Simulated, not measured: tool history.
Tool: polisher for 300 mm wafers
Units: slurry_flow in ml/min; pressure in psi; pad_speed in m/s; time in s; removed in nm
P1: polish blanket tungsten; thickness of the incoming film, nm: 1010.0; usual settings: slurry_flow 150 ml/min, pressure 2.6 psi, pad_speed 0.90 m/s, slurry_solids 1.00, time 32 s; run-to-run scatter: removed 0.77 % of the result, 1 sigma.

run 1 day=0.083 | slurry_flow=150 pressure=2.6 pad_speed=0.90 slurry_solids=1.00 time=32 | removed=104.750
run 2 day=0.229 | slurry_flow=150 pressure=2.6 pad_speed=0.90 slurry_solids=1.00 time=32 | removed=105.340
run 3 day=0.396 | slurry_flow=150 pressure=2.6 pad_speed=0.90 slurry_solids=1.45 time=32 | removed=114.760
run 4 day=0.479 | slurry_flow=90 pressure=2.6 pad_speed=0.90 slurry_solids=1.00 time=32 | removed=94.134
run 5 day=0.617 | slurry_flow=150 pressure=1.3 pad_speed=0.90 slurry_solids=1.00 time=32 | removed=52.450
-- day=0.633 slurry tank refilled with fresh slurry and peroxide
-- day=0.679 head pressure recalibrated
run 6 day=0.725 | slurry_flow=150 pressure=2.6 pad_speed=0.90 slurry_solids=1.00 time=32 | removed=104.810
run 7 day=0.833 | slurry_flow=150 pressure=2.6 pad_speed=0.90 slurry_solids=0.55 time=32 | removed=92.318
run 8 day=0.942 | slurry_flow=150 pressure=2.6 pad_speed=1.40 slurry_solids=1.00 time=32 | removed=164.950
run 9 day=1.062 | slurry_flow=150 pressure=2.6 pad_speed=0.90 slurry_solids=1.00 time=49 | removed=161.730
run 10 day=1.200 | slurry_flow=150 pressure=2.6 pad_speed=0.90 slurry_solids=1.00 time=20 | removed=64.410
run 11 day=1.296 | slurry_flow=150 pressure=3.9 pad_speed=0.90 slurry_solids=1.00 time=32 | removed=157.870
-- day=1.333 slurry nozzle cleaned
run 12 day=1.408 | slurry_flow=150 pressure=2.6 pad_speed=0.44 slurry_solids=1.00 time=32 | removed=50.694
run 13 day=1.492 | slurry_flow=150 pressure=2.6 pad_speed=0.90 slurry_solids=1.00 time=32 | removed=103.660
run 14 day=1.571 | slurry_flow=95 pressure=2.6 pad_speed=0.90 slurry_solids=1.00 time=24 | removed=71.524
run 15 day=1.721 | slurry_flow=150 pressure=2.6 pad_speed=0.64 slurry_solids=1.25 time=32 | removed=78.995
run 16 day=1.846 | slurry_flow=205 pressure=2.6 pad_speed=0.90 slurry_solids=1.00 time=32 | removed=110.310
run 17 day=1.988 | slurry_flow=150 pressure=2.6 pad_speed=0.90 slurry_solids=1.00 time=32 | removed=103.830
run 18 day=2.100 | slurry_flow=150 pressure=2.6 pad_speed=0.90 slurry_solids=1.00 time=32 | removed=104.830
run 19 day=2.283 | slurry_flow=150 pressure=2.6 pad_speed=0.90 slurry_solids=1.00 time=32 | removed=100.360
-- day=2.438 slurry blender recalibrated
-- day=2.454 head pressure recalibrated
run 20 day=2.467 | slurry_flow=150 pressure=2.6 pad_speed=0.90 slurry_solids=1.00 time=32 | removed=98.607
-- day=2.483 worn pad replaced by a new one
run 21 day=2.596 | slurry_flow=150 pressure=2.6 pad_speed=0.90 slurry_solids=1.00 time=32 | removed=98.770
run 22 day=2.696 | slurry_flow=150 pressure=2.6 pad_speed=0.90 slurry_solids=1.00 time=32 | removed=96.180
run 23 day=2.883 | slurry_flow=150 pressure=2.6 pad_speed=0.90 slurry_solids=1.00 time=32 | removed=98.114
run 24 day=3.025 | slurry_flow=150 pressure=2.6 pad_speed=0.90 slurry_solids=1.00 time=32 | removed=96.781

What P1 gives has crept away from where it was. These 2 causes fit the log equally well, each at the size given:
A: peroxide lost from the slurry, % = 19.4
B: slurry flow missing at the pad, % = 33.1
The creep began at about day 2.100.
Why every other cause is out:
removal rate lost through wear of the pad, %: serviced at day 2.483, which brought nothing back
head's pressure below its setpoint, %: serviced at day 2.454, which brought nothing back
abrasive missing from the slurry, %: serviced at day 2.438, which brought nothing back

4 check runs are offered, each on 2 wafers whose results are averaged, their results left as question marks. Which one tells the causes apart?
run check 1 day=3.167 | slurry_flow=95 pressure=2.6 pad_speed=0.90 slurry_solids=1.00 time=46 | removed=?
run check 2 day=3.167 | slurry_flow=150 pressure=1.4 pad_speed=1.32 slurry_solids=1.00 time=32 | removed=?
run check 3 day=3.167 | slurry_flow=150 pressure=1.3 pad_speed=0.90 slurry_solids=1.00 time=25 | removed=?
run check 4 day=3.167 | slurry_flow=150 pressure=3.7 pad_speed=0.90 slurry_solids=1.00 time=39 | removed=?

What each check would give under each cause:
check=check_1 result=removed if_A=125.730 if_B=120.650
check=check_2 result=removed if_A=76.169 if_B=76.176
check=check_3 result=removed if_A=37.675 if_B=37.678
check=check_4 result=removed if_A=167.280 if_B=167.290
How far apart the two closest causes lie, in the result that separates them most: check 1 4.12 %; check 2 0.01 %; check 3 0.01 %; check 4 0.01 %
Only check 1 tells the causes apart: in the others they would give nearly the same result.

Then check 1 was run and gave: removed 126.150 nm. Which cause is it?

It is A: peroxide lost from the slurry, %.
